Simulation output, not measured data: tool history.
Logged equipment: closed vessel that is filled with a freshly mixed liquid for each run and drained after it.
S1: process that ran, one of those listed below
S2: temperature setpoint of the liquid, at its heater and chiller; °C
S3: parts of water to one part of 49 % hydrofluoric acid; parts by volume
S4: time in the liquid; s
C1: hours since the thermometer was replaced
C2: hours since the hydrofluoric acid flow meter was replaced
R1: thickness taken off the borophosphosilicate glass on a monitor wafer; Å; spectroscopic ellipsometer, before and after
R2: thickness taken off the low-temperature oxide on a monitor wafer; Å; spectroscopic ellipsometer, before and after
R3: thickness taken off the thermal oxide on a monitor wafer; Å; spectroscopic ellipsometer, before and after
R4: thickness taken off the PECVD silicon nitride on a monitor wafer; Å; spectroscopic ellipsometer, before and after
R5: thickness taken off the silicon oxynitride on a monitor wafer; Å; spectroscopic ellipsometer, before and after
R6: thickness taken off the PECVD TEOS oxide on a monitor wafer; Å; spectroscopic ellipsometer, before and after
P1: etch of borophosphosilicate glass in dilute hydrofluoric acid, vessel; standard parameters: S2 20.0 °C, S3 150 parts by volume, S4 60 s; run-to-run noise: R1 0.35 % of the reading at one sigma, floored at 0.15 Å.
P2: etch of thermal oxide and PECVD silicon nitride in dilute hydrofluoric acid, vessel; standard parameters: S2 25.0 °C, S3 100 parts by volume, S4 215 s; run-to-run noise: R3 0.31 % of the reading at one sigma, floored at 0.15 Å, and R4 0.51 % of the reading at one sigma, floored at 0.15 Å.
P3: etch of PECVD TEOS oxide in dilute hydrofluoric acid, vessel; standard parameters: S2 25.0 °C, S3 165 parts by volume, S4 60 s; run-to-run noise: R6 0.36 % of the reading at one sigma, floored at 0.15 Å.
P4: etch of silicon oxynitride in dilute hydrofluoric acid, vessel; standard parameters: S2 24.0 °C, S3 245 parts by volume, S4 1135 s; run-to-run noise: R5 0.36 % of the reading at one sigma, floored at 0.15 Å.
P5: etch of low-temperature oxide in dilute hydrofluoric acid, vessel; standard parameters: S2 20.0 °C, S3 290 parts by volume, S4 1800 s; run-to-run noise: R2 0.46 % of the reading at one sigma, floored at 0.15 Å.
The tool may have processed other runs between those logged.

Run 1, hour 12.3: S1 P1, S2 20.0 °C, S3 150 parts by volume, S4 60 s; C1 763.0; C2 1160.4. Result: R1 113.410 Å.
Run 2, hour 26.5: S1 P5, S2 26.5 °C, S3 290 parts by volume, S4 1800 s; C1 777.2; C2 1174.6. Result: R2 586.090 Å.
Run 3, hour 37.0: S1 P1, S2 20.0 °C, S3 235 parts by volume, S4 30 s; C1 787.7; C2 1185.1. Result: R1 32.991 Å.
Run 4, hour 46.8: S1 P1, S2 20.0 °C, S3 150 parts by volume, S4 60 s; C1 797.5; C2 1194.9. Result: R1 113.880 Å.
Run 5, hour 62.5: S1 P5, S2 20.0 °C, S3 70 parts by volume, S4 1800 s; C1 813.2; C2 1210.6. Result: R2 2433.400 Å.
Run 6, hour 75.4: S1 P2, S2 25.0 °C, S3 100 parts by volume, S4 35 s; C1 826.1; C2 1223.5. Result: R3 16.529 Å, R4 6.8667 Å.
Run 7, hour 83.2: S1 P4, S2 24.0 °C, S3 425 parts by volume, S4 1135 s; C1 833.9; C2 1231.3. Result: R5 103.53 Å.
Run 8, hour 94.2: S1 P2, S2 25.0 °C, S3 100 parts by volume, S4 215 s; C1 844.9; C2 1242.3. Result: R3 102.150 Å, R4 41.2500 Å.
Run 9, hour 108.3: S1 P1, S2 20.0 °C, S3 150 parts by volume, S4 60 s; C1 859.0; C2 1256.4. Result: R1 113.070 Å.
Run 10, hour 119.2: S1 P4, S2 29.5 °C, S3 245 parts by volume, S4 1135 s; C1 869.9; C2 1267.3. Result: R5 255.96 Å.
Run 11, hour 127.9: S1 P1, S2 20.0 °C, S3 150 parts by volume, S4 115 s; C1 878.6; C2 1276.0. Result: R1 215.300 Å.
Run 12, hour 136.5: S1 P1, S2 20.0 °C, S3 150 parts by volume, S4 30 s; C1 887.2; C2 1284.6. Result: R1 57.056 Å.
Run 13, hour 146.2: S1 P2, S2 32.5 °C, S3 100 parts by volume, S4 215 s; C1 896.9; C2 1294.3. Result: R3 135.960 Å, R4 66.1820 Å.
Run 14, hour 159.2: S1 P5, S2 20.0 °C, S3 290 parts by volume, S4 1800 s; C1 909.9; C2 1307.3. Result: R2 464.130 Å.
Run 15, hour 172.1: S1 P1, S2 20.0 °C, S3 150 parts by volume, S4 60 s; C1 922.8; C2 1320.2. Result: R1 113.670 Å.
Run 16, hour 180.7: S1 P1, S2 20.0 °C, S3 150 parts by volume, S4 60 s; C1 931.4; C2 1328.8. Result: R1 113.600 Å.
At hour 184.9: hydrofluoric acid flow meter replaced.
Run 17, hour 193.1: S1 P1, S2 20.0 °C, S3 55 parts by volume, S4 60 s; C1 943.8; C2 8.3. Result: R1 343.520 Å.
Run 18, hour 208.7: S1 P4, S2 24.0 °C, S3 245 parts by volume, S4 1795 s; C1 959.4; C2 23.9. Result: R5 318.66 Å.
Run 19, hour 218.2: S1 P3, S2 25.0 °C, S3 75 parts by volume, S4 60 s; C1 968.9; C2 33.4. Result: R6 237.800 Å.
Run 20, hour 233.7: S1 P1, S2 20.0 °C, S3 245 parts by volume, S4 60 s; C1 984.4; C2 48.9. Result: R1 63.188 Å.
Run 21, hour 244.8: S1 P1, S2 20.0 °C, S3 150 parts by volume, S4 60 s; C1 995.5; C2 60.0. Result: R1 113.430 Å.
Run 22, hour 258.4: S1 P1, S2 26.0 °C, S3 150 parts by volume, S4 60 s; C1 1009.1; C2 73.6. Result: R1 142.490 Å.
Run 23, hour 266.3: S1 P1, S2 17.0 °C, S3 150 parts by volume, S4 60 s; C1 1017.0; C2 81.5. Result: R1 100.040 Å.
Run 24, hour 278.7: S1 P3, S2 33.0 °C, S3 165 parts by volume, S4 60 s; C1 1029.4; C2 93.9. Result: R6 129.870 Å.
Run 25, hour 288.2: S1 P4, S2 24.0 °C, S3 245 parts by volume, S4 1135 s; C1 1038.9; C2 103.4. Result: R5 201.38 Å.
Run 26, hour 297.4: S1 P3, S2 25.0 °C, S3 165 parts by volume, S4 60 s; C1 1048.1; C2 112.6. Result: R6 97.937 Å.
Run 27, hour 306.1: S1 P3, S2 25.0 °C, S3 165 parts by volume, S4 110 s; C1 1056.8; C2 121.3. Result: R6 180.430 Å.
Run 28, hour 321.9: S1 P2, S2 25.0 °C, S3 140 parts by volume, S4 215 s; C1 1072.6; C2 137.1. Result: R3 69.773 Å, R4 29.7910 Å.
Run 29, hour 336.6: S1 P1, S2 20.0 °C, S3 150 parts by volume, S4 60 s; C1 1087.3; C2 151.8. Result: R1 113.450 Å.
Run 30, hour 347.9: S1 P5, S2 20.0 °C, S3 290 parts by volume, S4 100 s; C1 1098.6; C2 163.1. Result: R2 25.887 Å.
Run 31, hour 356.1: S1 P1, S2 20.0 °C, S3 270 parts by volume, S4 30 s; C1 1106.8; C2 171.3. Result: R1 28.397 Å.
Run 32, hour 367.3: S1 P1, S2 27.5 °C, S3 75 parts by volume, S4 60 s; C1 1118.0; C2 182.5. Result: R1 334.340 Å.
Run 33, hour 378.8: S1 P4, S2 24.0 °C, S3 245 parts by volume, S4 1135 s; C1 1129.5; C2 194.0. Result: R5 203.24 Å.
Run 34, hour 387.4: S1 P1, S2 20.0 °C, S3 150 parts by volume, S4 60 s; C1 1138.1; C2 202.6. Result: R1 113.220 Å.
Run 35, hour 397.6: S1 P1, S2 20.0 °C, S3 150 parts by volume, S4 60 s; C1 1148.3; C2 212.8. Result: R1 108.960 Å.
Run 36, hour 411.8: S1 P1, S2 20.0 °C, S3 150 parts by volume, S4 60 s; C1 1162.5; C2 227.0. Result: R1 107.220 Å.
Run 37, hour 425.6: S1 P1, S2 20.0 °C, S3 150 parts by volume, S4 60 s; C1 1176.3; C2 240.8. Result: R1 105.610 Å.
Run 38, hour 434.5: S1 P1, S2 20.0 °C, S3 150 parts by volume, S4 60 s; C1 1185.2; C2 249.7. Result: R1 105.410 Å.

Estimate the outcome of run 39 from the log above:
Run 39, hour 444.3: S1 P1, S2 20.0 °C, S3 150 parts by volume, S4 60 s; C1 1195.0; C2 259.5. Result: R1 ?.

R1: 104.730 Å

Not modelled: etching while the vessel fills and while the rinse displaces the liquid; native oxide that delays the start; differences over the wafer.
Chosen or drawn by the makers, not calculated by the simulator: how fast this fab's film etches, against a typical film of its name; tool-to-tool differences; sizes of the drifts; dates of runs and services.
